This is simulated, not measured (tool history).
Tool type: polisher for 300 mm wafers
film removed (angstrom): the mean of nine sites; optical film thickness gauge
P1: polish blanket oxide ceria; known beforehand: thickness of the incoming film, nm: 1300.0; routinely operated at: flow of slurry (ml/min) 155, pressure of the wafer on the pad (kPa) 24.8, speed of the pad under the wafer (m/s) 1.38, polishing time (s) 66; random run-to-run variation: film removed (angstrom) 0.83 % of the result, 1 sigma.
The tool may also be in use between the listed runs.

run	day	flow of slurry (ml/min)	pressure of the wafer on the pad (kPa)	speed of the pad under the wafer (m/s)	polishing time (s)	film removed (angstrom)
1	0.317	155	24.8	1.38	66	4004.7
2	0.846	155	11	1.38	66	1805
3	1.496	155	24.8	0.92	66	2694.1
4	2.125	95	24.8	1.38	66	3625.4
5	2.492	155	33.1	1.38	66	5416.7
6	2.908	155	24.8	1.38	66	4043.5
7	3.454	210	24.8	1.38	66	4174.3
8	4.029	155	24.8	1.38	66	4019.9
9	4.538	155	24.8	1.38	98	6019.8
10	5	155	24.8	1.38	44	2658.1
# day 5.067: slurry nozzle cleaned
11	5.379	155	24.8	2.08	66	6080.6
# day 5.517: worn pad replaced by a new one
12	5.862	200	37.9	1.38	66	6454.6
13	6.521	155	32.4	1.38	90	7132.6
14	7.012	225	37.2	1.38	66	6485.7
15	7.321	155	24.8	1.38	66	4039.9
16	7.729	155	24.8	1.38	66	3972.5
17	8.179	155	24.8	1.38	66	3850.4
18	8.792	155	24.8	1.38	66	3823
19	9.246	155	24.8	1.38	66	3803.3
# day 9.296: worn pad replaced by a new one
20	9.879	155	24.8	1.38	66	3785.5
21	10.288	155	24.8	1.38	66	3747.4
22	10.7	155	24.8	1.38	66	3688.8
23	11.012	155	24.8	1.38	66	3712.7
24	11.388	155	24.8	1.38	66	3722.6

The output of P1 has drifted from where it used to be. Each of the 2 causes below, taken at the size shown beside it, accounts for the log equally well:
A: head's pressure below its setpoint, % = 7.23
B: slurry flow missing at the pad, % = 31.4
The process output started creeping at around day 7.729.
Ruled out, with reasons:
removal rate lost through wear of the pad, %: work on it at day 9.296, done after the drift set in, did not restore what the process gave before

Each of the check runs listed below is run on 3 wafers and reports their average, with the results left as question marks. Pick the one under which the possible causes would lead to clearly different results.
check 1	11.762	155	16.5	1.38	87	?
check 2	11.762	155	24.8	1.72	66	?
check 3	11.762	100	24.8	1.38	66	?
check 4	11.762	155	24.8	1.78	66	?

What every check run would give for each of its results, assuming each possible cause in turn:
check	result	if A	if B
check 1	film removed (angstrom)	3267.6	3267.6
check 2	film removed (angstrom)	4634.5	4634.4
check 3	film removed (angstrom)	3398.7	3280.3
check 4	film removed (angstrom)	4796.1	4796
Minimum pairwise separation of causes per check, each pair taken at its best-separating result: check 1 0 %; check 2 0 %; check 3 3.55 %; check 4 0 %
Only in check 3 would the causes give clearly different results; in the remaining checks their results would be nearly the same.

Check 3 was carried out, with these results: film removed (angstrom) 3279.1. Which of the listed causes is responsible?

It was cause B: slurry flow missing at the pad, %.

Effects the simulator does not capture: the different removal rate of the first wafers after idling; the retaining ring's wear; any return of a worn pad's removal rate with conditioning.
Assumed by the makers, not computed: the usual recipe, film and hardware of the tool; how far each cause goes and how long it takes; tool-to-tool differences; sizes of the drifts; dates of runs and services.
